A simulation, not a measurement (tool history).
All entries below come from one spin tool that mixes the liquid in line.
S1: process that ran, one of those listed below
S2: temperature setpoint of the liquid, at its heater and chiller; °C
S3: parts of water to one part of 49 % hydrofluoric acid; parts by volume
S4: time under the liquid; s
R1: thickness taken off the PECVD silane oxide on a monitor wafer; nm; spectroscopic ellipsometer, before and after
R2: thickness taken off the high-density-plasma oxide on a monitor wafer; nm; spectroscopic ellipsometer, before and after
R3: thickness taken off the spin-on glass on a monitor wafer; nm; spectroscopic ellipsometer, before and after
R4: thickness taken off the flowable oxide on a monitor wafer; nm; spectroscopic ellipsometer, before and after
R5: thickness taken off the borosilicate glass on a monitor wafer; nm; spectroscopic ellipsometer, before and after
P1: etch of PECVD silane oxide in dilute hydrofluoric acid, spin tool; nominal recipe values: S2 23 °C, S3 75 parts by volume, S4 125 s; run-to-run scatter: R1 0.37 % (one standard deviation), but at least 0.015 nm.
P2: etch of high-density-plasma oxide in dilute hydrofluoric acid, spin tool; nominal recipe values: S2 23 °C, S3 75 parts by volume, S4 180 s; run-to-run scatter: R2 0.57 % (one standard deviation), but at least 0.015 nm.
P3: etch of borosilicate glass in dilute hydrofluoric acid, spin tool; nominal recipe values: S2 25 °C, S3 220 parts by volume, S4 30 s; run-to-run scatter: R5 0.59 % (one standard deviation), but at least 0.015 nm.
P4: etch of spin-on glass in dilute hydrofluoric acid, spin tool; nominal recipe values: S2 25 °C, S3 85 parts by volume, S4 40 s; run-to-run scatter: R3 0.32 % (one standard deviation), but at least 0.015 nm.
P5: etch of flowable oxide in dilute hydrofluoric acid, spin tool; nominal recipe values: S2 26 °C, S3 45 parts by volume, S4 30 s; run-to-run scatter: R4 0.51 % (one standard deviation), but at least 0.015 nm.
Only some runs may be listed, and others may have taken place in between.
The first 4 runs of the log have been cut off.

run 5 hour=29.7 | S1=P1 S2=23 S3=110 S4=125 | R1=30.818
run 6 hour=34.3 | S1=P1 S2=18.5 S3=75 S4=125 | R1=38.989
run 7 hour=40 | S1=P4 S2=25 S3=85 S4=15 | R3=5.7339
run 8 hour=47.5 | S1=P4 S2=25 S3=85 S4=40 | R3=15.325
run 9 hour=53.8 | S1=P1 S2=30 S3=75 S4=240 | R1=120.69
run 10 hour=59 | S1=P1 S2=23 S3=75 S4=70 | R1=26.429
run 11 hour=66.6 | S1=P1 S2=30.5 S3=75 S4=125 | R1=63.276
run 12 hour=74 | S1=P2 S2=23 S3=20 S4=180 | R2=64.367
run 13 hour=81.9 | S1=P4 S2=18 S3=85 S4=40 | R3=11.499
run 14 hour=87.8 | S1=P2 S2=31 S3=75 S4=180 | R2=22.109
run 15 hour=92 | S1=P1 S2=23 S3=45 S4=125 | R1=81.424
run 16 hour=96.6 | S1=P5 S2=26 S3=70 S4=30 | R4=18.644
run 17 hour=104.4 | S1=P3 S2=25 S3=220 S4=30 | R5=4.6175
run 18 hour=110 | S1=P5 S2=26 S3=45 S4=15 | R4=14.79
run 19 hour=114.9 | S1=P3 S2=25 S3=325 S4=30 | R5=2.8098
run 20 hour=120.8 | S1=P1 S2=18 S3=75 S4=180 | R1=54.558
run 21 hour=126.7 | S1=P4 S2=25 S3=30 S4=40 | R3=46.815
run 22 hour=132.4 | S1=P3 S2=33 S3=220 S4=30 | R5=6.0406
run 23 hour=138.7 | S1=P2 S2=23 S3=75 S4=15 | R2=1.3276
run 24 hour=145.2 | S1=P3 S2=25 S3=220 S4=30 | R5=4.6079
run 25 hour=152 | S1=P5 S2=26 S3=45 S4=30 | R4=29.817

Run 26 is up next; what results do you expect?
run 26 hour=158.9 | S1=P1 S2=23 S3=75 S4=125 | R1=?

For run 26 the tool returned R1 47.425 nm.
